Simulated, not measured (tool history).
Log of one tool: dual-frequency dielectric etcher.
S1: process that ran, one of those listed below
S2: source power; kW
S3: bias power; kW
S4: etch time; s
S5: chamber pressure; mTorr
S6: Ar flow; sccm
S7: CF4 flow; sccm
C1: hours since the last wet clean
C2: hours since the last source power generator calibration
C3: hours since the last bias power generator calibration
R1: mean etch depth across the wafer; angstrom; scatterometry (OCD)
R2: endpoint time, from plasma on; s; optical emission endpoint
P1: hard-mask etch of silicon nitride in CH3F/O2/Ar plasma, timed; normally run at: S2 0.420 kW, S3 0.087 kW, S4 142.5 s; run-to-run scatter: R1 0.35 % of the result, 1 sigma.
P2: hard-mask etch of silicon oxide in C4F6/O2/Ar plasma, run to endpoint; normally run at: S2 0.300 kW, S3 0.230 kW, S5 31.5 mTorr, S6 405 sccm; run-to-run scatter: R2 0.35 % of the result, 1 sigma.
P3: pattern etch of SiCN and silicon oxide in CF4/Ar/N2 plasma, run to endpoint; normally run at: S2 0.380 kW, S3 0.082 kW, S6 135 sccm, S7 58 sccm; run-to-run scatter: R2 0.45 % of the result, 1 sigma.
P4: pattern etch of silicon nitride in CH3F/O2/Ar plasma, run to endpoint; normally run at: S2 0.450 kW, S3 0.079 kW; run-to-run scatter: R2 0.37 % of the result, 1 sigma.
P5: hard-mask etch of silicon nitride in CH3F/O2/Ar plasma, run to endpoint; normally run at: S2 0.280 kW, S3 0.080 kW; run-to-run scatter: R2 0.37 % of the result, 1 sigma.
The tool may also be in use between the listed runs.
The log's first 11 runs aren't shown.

{"run": 12, "hour": 59.9, "S1": "P5", "S2": 0.28, "S3": 0.08, "C1": 172.6, "C2": 517.2, "C3": 43.2, "R2": 64.381}
{"run": 13, "hour": 63.9, "S1": "P4", "S2": 0.33, "S3": 0.079, "C1": 176.6, "C2": 521.2, "C3": 47.2, "R2": 60.081}
{"run": 14, "hour": 66.8, "S1": "P1", "S2": 0.26, "S3": 0.087, "S4": 142.5, "C1": 179.5, "C2": 524.1, "C3": 50.1, "R1": 924.25}
{"run": 15, "hour": 69.8, "S1": "P2", "S2": 0.3, "S3": 0.23, "S5": 31.5, "S6": 405, "C1": 182.5, "C2": 527.1, "C3": 53.1, "R2": 73.282}
{"run": 16, "hour": 73.1, "S1": "P4", "S2": 0.45, "S3": 0.111, "C1": 185.8, "C2": 530.4, "C3": 56.4, "R2": 46.962}
{"run": 17, "hour": 77.7, "S1": "P3", "S2": 0.38, "S3": 0.082, "S6": 135, "S7": 74, "C1": 190.4, "C2": 535.0, "C3": 61.0, "R2": 17.897}
{"run": 18, "hour": 81.7, "S1": "P3", "S2": 0.52, "S3": 0.082, "S6": 135, "S7": 58, "C1": 194.4, "C2": 539.0, "C3": 65.0, "R2": 14.105}
{"run": 19, "hour": 85.2, "S1": "P3", "S2": 0.38, "S3": 0.064, "S6": 135, "S7": 58, "C1": 197.9, "C2": 542.5, "C3": 68.5, "R2": 20.277}
{"run": 20, "hour": 90.4, "S1": "P1", "S2": 0.42, "S3": 0.087, "S4": 142.5, "C1": 203.1, "C2": 547.7, "C3": 73.7, "R1": 1101.0}
{"run": 21, "hour": 94.8, "S1": "P3", "S2": 0.38, "S3": 0.082, "S6": 135, "S7": 58, "C1": 207.5, "C2": 552.1, "C3": 78.1, "R2": 18.554}
{"run": 22, "hour": 98.4, "S1": "P1", "S2": 0.42, "S3": 0.066, "S4": 142.5, "C1": 211.1, "C2": 555.7, "C3": 81.7, "R1": 1006.2}

Forecast run 23:
{"run": 23, "hour": 102.7, "S1": "P4", "S2": 0.45, "S3": 0.079, "C1": 215.4, "C2": 560.0, "C3": 86.0, "R2": "?"}

R2: 53.653 s

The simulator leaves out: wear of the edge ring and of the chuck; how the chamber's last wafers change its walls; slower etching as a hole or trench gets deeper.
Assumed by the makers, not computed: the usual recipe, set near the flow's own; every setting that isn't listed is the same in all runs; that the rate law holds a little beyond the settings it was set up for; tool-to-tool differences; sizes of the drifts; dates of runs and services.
